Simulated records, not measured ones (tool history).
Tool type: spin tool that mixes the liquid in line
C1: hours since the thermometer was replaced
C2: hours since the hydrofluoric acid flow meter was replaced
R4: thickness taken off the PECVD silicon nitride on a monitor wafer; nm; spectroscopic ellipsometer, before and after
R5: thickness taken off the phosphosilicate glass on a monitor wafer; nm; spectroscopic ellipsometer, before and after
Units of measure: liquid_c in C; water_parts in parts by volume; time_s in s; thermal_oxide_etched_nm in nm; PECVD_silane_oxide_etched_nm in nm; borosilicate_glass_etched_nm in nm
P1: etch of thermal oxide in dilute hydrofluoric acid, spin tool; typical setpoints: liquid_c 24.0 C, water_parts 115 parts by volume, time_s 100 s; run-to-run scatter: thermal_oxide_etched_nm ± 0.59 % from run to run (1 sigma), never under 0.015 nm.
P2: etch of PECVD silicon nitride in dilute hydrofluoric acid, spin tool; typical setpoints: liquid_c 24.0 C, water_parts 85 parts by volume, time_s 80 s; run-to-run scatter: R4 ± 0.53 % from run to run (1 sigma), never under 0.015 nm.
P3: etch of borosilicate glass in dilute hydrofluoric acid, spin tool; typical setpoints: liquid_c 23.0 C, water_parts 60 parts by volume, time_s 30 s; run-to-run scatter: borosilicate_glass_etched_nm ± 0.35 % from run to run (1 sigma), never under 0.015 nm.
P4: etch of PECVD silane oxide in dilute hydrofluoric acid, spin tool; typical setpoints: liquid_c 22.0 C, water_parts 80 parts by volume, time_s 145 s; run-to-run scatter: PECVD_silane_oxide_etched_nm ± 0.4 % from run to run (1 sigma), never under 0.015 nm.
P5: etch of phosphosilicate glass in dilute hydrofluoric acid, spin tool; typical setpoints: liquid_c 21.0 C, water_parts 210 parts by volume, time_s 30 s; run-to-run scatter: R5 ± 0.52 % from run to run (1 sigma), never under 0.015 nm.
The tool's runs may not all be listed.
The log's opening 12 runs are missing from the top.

{"run": 13, "day": 2.558, "process": "P5", "liquid_c": 21.0, "water_parts": 210, "time_s": 30, "C1": 514.5, "C2": 859.0, "R5": 11.899}
{"run": 14, "day": 2.846, "process": "P1", "liquid_c": 24.0, "water_parts": 115, "time_s": 100, "C1": 521.4, "C2": 865.9, "thermal_oxide_etched_nm": 3.9661}
{"run": 15, "day": 3.104, "process": "P1", "liquid_c": 24.0, "water_parts": 20, "time_s": 100, "C1": 527.6, "C2": 872.1, "thermal_oxide_etched_nm": 25.741}
{"run": 16, "day": 3.35, "process": "P1", "liquid_c": 24.0, "water_parts": 115, "time_s": 100, "C1": 533.5, "C2": 878.0, "thermal_oxide_etched_nm": 3.9864}
{"run": 17, "day": 3.617, "process": "P1", "liquid_c": 17.0, "water_parts": 115, "time_s": 100, "C1": 539.9, "C2": 884.4, "thermal_oxide_etched_nm": 2.984}
{"run": 18, "day": 3.767, "process": "P5", "liquid_c": 28.0, "water_parts": 210, "time_s": 30, "C1": 543.5, "C2": 888.0, "R5": 15.485}
{"run": 19, "day": 3.912, "process": "P3", "liquid_c": 23.0, "water_parts": 60, "time_s": 15, "C1": 547.0, "C2": 891.5, "borosilicate_glass_etched_nm": 7.8261}
{"run": 20, "day": 4.038, "process": "P2", "liquid_c": 24.0, "water_parts": 85, "time_s": 80, "C1": 550.0, "C2": 894.5, "R4": 5.4162}
{"run": 21, "day": 4.262, "process": "P1", "liquid_c": 32.0, "water_parts": 115, "time_s": 100, "C1": 555.4, "C2": 899.9, "thermal_oxide_etched_nm": 5.347}
{"run": 22, "day": 4.454, "process": "P4", "liquid_c": 22.0, "water_parts": 80, "time_s": 145, "C1": 560.0, "C2": 904.5, "PECVD_silane_oxide_etched_nm": 52.438}
{"run": 23, "day": 4.721, "process": "P3", "liquid_c": 17.0, "water_parts": 60, "time_s": 30, "C1": 566.4, "C2": 910.9, "borosilicate_glass_etched_nm": 12.155}
{"run": 24, "day": 4.862, "process": "P1", "liquid_c": 24.0, "water_parts": 115, "time_s": 100, "C1": 569.8, "C2": 914.3, "thermal_oxide_etched_nm": 3.9763}
{"run": 25, "day": 5.079, "process": "P3", "liquid_c": 23.0, "water_parts": 60, "time_s": 30, "C1": 575.0, "C2": 919.5, "borosilicate_glass_etched_nm": 15.686}
{"run": 26, "day": 5.325, "process": "P1", "liquid_c": 24.0, "water_parts": 115, "time_s": 100, "C1": 580.9, "C2": 925.4, "thermal_oxide_etched_nm": 3.9362}
{"run": 27, "day": 5.458, "process": "P2", "liquid_c": 24.0, "water_parts": 85, "time_s": 80, "C1": 584.1, "C2": 928.6, "R4": 5.4692}
{"run": 28, "day": 5.75, "process": "P1", "liquid_c": 24.0, "water_parts": 115, "time_s": 35, "C1": 591.1, "C2": 935.6, "thermal_oxide_etched_nm": 1.354}
{"run": 29, "day": 6.038, "process": "P1", "liquid_c": 24.0, "water_parts": 115, "time_s": 185, "C1": 598.0, "C2": 942.5, "thermal_oxide_etched_nm": 7.3946}
{"run": 30, "day": 6.304, "process": "P5", "liquid_c": 21.0, "water_parts": 210, "time_s": 45, "C1": 604.4, "C2": 948.9, "R5": 17.936}
{"run": 31, "day": 6.479, "process": "P1", "liquid_c": 24.0, "water_parts": 200, "time_s": 100, "C1": 608.6, "C2": 953.1, "thermal_oxide_etched_nm": 2.0737}

Run 32 has not been measured yet. What should we expect?
{"run": 32, "day": 6.733, "process": "P5", "liquid_c": 21.0, "water_parts": 95, "time_s": 30, "C1": 614.7, "C2": 959.2, "R5": "?"}

R5: 30.179 nm
